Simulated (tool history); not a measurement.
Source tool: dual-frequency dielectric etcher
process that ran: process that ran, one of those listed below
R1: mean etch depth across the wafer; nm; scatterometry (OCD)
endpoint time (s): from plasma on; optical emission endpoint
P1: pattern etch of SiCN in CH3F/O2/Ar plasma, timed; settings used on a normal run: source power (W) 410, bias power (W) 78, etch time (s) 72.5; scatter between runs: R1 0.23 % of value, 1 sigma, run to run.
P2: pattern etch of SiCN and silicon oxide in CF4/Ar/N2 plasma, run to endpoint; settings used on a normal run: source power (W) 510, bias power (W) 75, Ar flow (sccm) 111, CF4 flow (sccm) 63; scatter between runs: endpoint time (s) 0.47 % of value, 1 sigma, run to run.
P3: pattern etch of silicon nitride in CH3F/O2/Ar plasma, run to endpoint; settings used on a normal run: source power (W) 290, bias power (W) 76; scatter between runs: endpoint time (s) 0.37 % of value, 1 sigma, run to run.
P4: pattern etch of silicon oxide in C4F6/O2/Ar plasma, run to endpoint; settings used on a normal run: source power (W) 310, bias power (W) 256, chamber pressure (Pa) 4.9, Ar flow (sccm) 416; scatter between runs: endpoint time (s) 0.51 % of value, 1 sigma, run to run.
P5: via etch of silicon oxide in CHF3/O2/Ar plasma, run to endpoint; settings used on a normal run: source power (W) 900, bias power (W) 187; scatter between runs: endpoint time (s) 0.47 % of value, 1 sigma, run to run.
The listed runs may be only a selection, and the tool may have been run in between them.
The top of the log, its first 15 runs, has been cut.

run 16 hour=122.1 | process_that_ran=P5 source_power_(W)=900 bias_power_(W)=253 | endpoint_time_(s)=212.850
run 17 hour=133.2 | process_that_ran=P2 source_power_(W)=510 bias_power_(W)=75 Ar_flow_(sccm)=111 CF4_flow_(sccm)=63 | endpoint_time_(s)=16.575
run 18 hour=141.4 | process_that_ran=P4 source_power_(W)=310 bias_power_(W)=256 chamber_pressure_(Pa)=4.9 Ar_flow_(sccm)=416 | endpoint_time_(s)=13.196
run 19 hour=150.2 | process_that_ran=P1 source_power_(W)=410 bias_power_(W)=78 etch_time_(s)=72.5 | R1=28.971
run 20 hour=160.5 | process_that_ran=P4 source_power_(W)=310 bias_power_(W)=167 chamber_pressure_(Pa)=4.9 Ar_flow_(sccm)=416 | endpoint_time_(s)=15.337
run 21 hour=167.2 | process_that_ran=P1 source_power_(W)=280 bias_power_(W)=78 etch_time_(s)=45.0 | R1=15.618
-- hour=173.9 source power generator calibrated
run 22 hour=174.8 | process_that_ran=P1 source_power_(W)=410 bias_power_(W)=78 etch_time_(s)=72.5 | R1=29.068
run 23 hour=181.4 | process_that_ran=P1 source_power_(W)=510 bias_power_(W)=78 etch_time_(s)=72.5 | R1=31.520

Run 24, settings as shown, results not yet in. Your forecast:
run 24 hour=188.7 | process_that_ran=P3 source_power_(W)=290 bias_power_(W)=76 | endpoint_time_(s)=?

Logged for run 24: endpoint time (s) 75.860.
